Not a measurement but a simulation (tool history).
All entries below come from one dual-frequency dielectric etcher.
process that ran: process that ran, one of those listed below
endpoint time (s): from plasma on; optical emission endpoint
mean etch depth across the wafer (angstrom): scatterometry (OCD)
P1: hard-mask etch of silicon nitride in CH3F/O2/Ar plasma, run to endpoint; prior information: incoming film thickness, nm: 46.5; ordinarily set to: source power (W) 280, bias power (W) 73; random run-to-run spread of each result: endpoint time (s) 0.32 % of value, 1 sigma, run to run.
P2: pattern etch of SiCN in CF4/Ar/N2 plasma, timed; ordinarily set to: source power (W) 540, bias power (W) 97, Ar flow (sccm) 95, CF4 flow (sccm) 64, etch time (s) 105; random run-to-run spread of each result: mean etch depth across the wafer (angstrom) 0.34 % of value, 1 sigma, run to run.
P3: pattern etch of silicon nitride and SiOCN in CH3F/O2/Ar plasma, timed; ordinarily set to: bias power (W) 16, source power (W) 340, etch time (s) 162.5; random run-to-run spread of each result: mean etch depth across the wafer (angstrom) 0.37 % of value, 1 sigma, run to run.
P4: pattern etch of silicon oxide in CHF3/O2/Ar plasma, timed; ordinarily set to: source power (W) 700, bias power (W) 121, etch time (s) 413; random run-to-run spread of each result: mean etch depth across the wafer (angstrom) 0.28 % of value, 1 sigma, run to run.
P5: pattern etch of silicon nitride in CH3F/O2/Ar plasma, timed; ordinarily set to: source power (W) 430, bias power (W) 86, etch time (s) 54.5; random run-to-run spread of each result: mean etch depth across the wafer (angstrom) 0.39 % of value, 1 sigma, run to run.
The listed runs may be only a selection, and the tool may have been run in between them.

run	day	process that ran	source power (W)	bias power (W)	Ar flow (sccm)	CF4 flow (sccm)	etch time (s)	hours since the last wet clean	hours since the last source power generator calibration	hours since the last bias power generator calibration	endpoint time (s)	mean etch depth across the wafer (angstrom)
1	0.2	P1	280	73				103.9	1439.6	165.2	77.23	
2	0.312	P2	700	97	95	64	105	106.6	1442.3	167.9		1445.7
3	0.438	P5	430	86			54.5	109.6	1445.3	170.9		421.47
4	0.554	P5	430	86			54.5	112.4	1448.1	173.7		425.17
5	0.688	P1	220	73				115.6	1451.3	176.9	84.382	
6	0.846	P1	330	73				119.4	1455.1	180.7	72.246	
7	0.996	P4	960	121			413	123	1458.7	184.3		8620.2
8	1.196	P1	220	58				127.8	1463.5	189.1	91.282	
9	1.292	P2	540	97	95	64	141.5	130.1	1465.8	191.4		1562.9
10	1.446	P1	280	73				133.8	1469.5	195.1	77.269	
11	1.621	P1	200	91				138	1473.7	199.3	80.544	
12	1.792	P4	700	121			413	142.1	1477.8	203.4		7601.8
13	1.912	P3	340	16			162.5	145	1480.7	206.3		174.91
14	2.071	P1	280	101				148.8	1484.5	210.1	68.156	
15	2.208	P3	340	21			162.5	152.1	1487.8	213.4		196.61
16	2.412	P5	430	121			54.5	157	1492.7	218.3		480.99
17	2.625	P3	340	16			235	162.1	1497.8	223.4		253.87
18	2.742	P5	540	86			54.5	164.9	1500.6	226.2		459.99
19	2.9	P1	280	73				168.7	1504.4	230	76.598	
20	3.083	P1	210	91				173.1	1508.8	234.4	79.335	
21	3.183	P4	700	80			413	175.5	1511.2	236.8		6709.3
22	3.283	P2	540	97	95	64	105	177.9	1513.6	239.2		1155.5
23	3.488	P3	460	16			162.5	182.8	1518.5	244.1		194.87
24	3.683	P4	700	121			227	187.5	1523.2	248.8		4154
25	3.862	P1	280	73				191.8	1527.5	253.1	76.741	
26	4.029	P1	280	48				195.8	1531.5	257.1	88.031	
27	4.196	P1	280	73				199.8	1535.5	261.1	77.218	
28	4.383	P5	430	86			81.5	204.3	1540	265.6		639.88
29	4.529	P2	540	57	95	64	105	207.8	1543.5	269.1		973.01
30	4.721	P2	540	97	95	83	105	212.4	1548.1	273.7		1200.8
31	4.921	P2	540	97	115	64	105	217.2	1552.9	278.5		1132.8
32	5.108	P4	700	121			413	221.7	1557.4	283		7559.5
33	5.275	P1	280	73				225.7	1561.4	287	76.796	
34	5.421	P1	280	73				229.2	1564.9	290.5	76.613	
35	5.55	P1	280	73				232.3	1568	293.6	76.342	
36	5.654	P1	280	73				234.8	1570.5	296.1	76.276	
37	5.854	P1	280	73				239.6	1575.3	300.9	75.722	
38	5.971	P1	280	73				242.4	1578.1	303.7	75.877	
# day 6.067: wet clean of the chamber
39	6.175	P1	280	73				2.6	1583	308.6	76.419	
40	6.308	P1	280	73				5.8	1586.2	311.8	75.887	
41	6.512	P1	280	73				10.7	1591.1	316.7	76.027	
42	6.696	P1	280	73				15.1	1595.5	321.1	75.485	
43	6.8	P1	280	73				17.6	1598	323.6	75.838	
44	7.008	P1	280	73				22.6	1603	328.6	75.521	

What P1 gives has crept away from where it was. These 2 causes fit the log equally well, each at the size given:
A: bias power that arrives over what is set, % = 4.61
B: source power that arrives over what is set, % = 4.34
Creep in the process output first set in at about day 5.275.
Other possible causes, and why each is ruled out:
chamber walls in a state that raises the etch rate, %: its service at day 6.067 followed the start of the drift and did not put the process back to its old value

You are offered 4 check runs, listed below with question marks in place of their results; each one averages 2 wafers. Which run separates the listed causes by giving clearly different results for each?
check 1	7.217	P2	540	60	111	64	105					?
check 2	7.217	P3	430	21			162.5					?
check 3	7.217	P4	700	98			236					?
check 4	7.217	P5	520	86			65					?

Predicted outcomes, by check and by cause:
check	result	if A	if B
check 1	mean etch depth across the wafer (angstrom)	972.12	993.8
check 2	mean etch depth across the wafer (angstrom)	218.07	216.99
check 3	mean etch depth across the wafer (angstrom)	4123.9	4140.1
check 4	mean etch depth across the wafer (angstrom)	553.03	553.15
Distance between the nearest two causes, measured in the result of the check that separates them most: check 1 2.21 %; check 2 0.5 %; check 3 0.39 %; check 4 0.02 %
Check 1 is the one run that separates the causes; every other check would come out nearly the same whichever cause is at work.

Then check 1 was run and gave: mean etch depth across the wafer (angstrom) 989.94. Which cause is it?

Of the candidate causes, it is B: source power that arrives over what is set, %.
